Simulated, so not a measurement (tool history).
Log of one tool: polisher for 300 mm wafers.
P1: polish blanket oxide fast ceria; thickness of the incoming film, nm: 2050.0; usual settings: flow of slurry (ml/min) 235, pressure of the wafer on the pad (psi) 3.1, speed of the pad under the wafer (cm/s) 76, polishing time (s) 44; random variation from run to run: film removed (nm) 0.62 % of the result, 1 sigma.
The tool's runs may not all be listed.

| run | hour | flow of slurry (ml/min) | pressure of the wafer on the pad (psi) | speed of the pad under the wafer (cm/s) | polishing time (s) | wafers polished on this pad | hours since the slurry nozzle was cleaned | hours since the head pressure was calibrated | film removed (nm) |
|---|---|---|---|---|---|---|---|---|---|
| 1 | 4.9 | 235 | 3.1 | 76 | 44 | 687 | 142 | 587.6 | 612.16 |
| 2 | 8.7 | 140 | 3.1 | 76 | 44 | 735 | 145.8 | 591.4 | 554.36 |
| 3 | 13 | 235 | 3.1 | 76 | 44 | 789 | 150.1 | 595.7 | 602.13 |
| 4 | 18.8 | 235 | 3.1 | 76 | 44 | 862 | 155.9 | 601.5 | 613.98 |
| 5 | 26.7 | 235 | 3.1 | 76 | 61 | 961 | 163.8 | 609.4 | 844.61 |
| 6 | 34.3 | 235 | 3.1 | 76 | 44 | 1057 | 171.4 | 617 | 603.92 |
| 7 | 39.2 | 235 | 3.1 | 38 | 44 | 1119 | 176.3 | 621.9 | 301.45 |
| 8 | 43.1 | 235 | 3.1 | 40 | 28 | 1168 | 180.2 | 625.8 | 204.4 |
| 9 | 49 | 235 | 1.4 | 76 | 44 | 1242 | 186.1 | 631.7 | 274.46 |
| 10 | 55 | 290 | 3.1 | 48 | 44 | 1317 | 192.1 | 637.7 | 396.43 |
| 11 | 59.4 | 235 | 3.1 | 76 | 20 | 1373 | 196.5 | 642.1 | 277.85 |
| 12 | 68.2 | 235 | 3.1 | 100 | 44 | 1484 | 205.3 | 650.9 | 808.01 |
| 13 | 76.9 | 235 | 3.1 | 76 | 44 | 1593 | 214 | 659.6 | 602.08 |
| 14 | 83.3 | 350 | 3.1 | 76 | 44 | 1674 | 220.4 | 666 | 632.08 |
| 15 | 91.2 | 235 | 4.8 | 76 | 44 | 1773 | 228.3 | 673.9 | 943.67 |
| 16 | 95.8 | 235 | 3.1 | 76 | 44 | 1831 | 232.9 | 678.5 | 610.64 |
| 17 | 104.2 | 235 | 3.1 | 76 | 44 | 1937 | 241.3 | 686.9 | 590.03 |
| 18 | 109.2 | 235 | 3.1 | 76 | 44 | 2000 | 246.3 | 691.9 | 582.07 |
| 19 | 113.1 | 235 | 3.1 | 76 | 44 | 2049 | 250.2 | 695.8 | 582.89 |
| 20 | 119.4 | 235 | 3.1 | 76 | 44 | 2128 | 256.5 | 702.1 | 572.56 |
|  | 121.6 | head pressure recalibrated |
| 21 | 127.5 | 235 | 3.1 | 76 | 44 | 2230 | 264.6 | 5.9 | 569.37 |
| 22 | 134.7 | 235 | 3.1 | 76 | 44 | 2321 | 271.8 | 13.1 | 566.4 |

Forecast run 23:
| 23 | 139.8 | 235 | 3.1 | 76 | 44 | 2385 | 276.9 | 18.2 | ? |

Run 23 gave film removed (nm) 573.42.
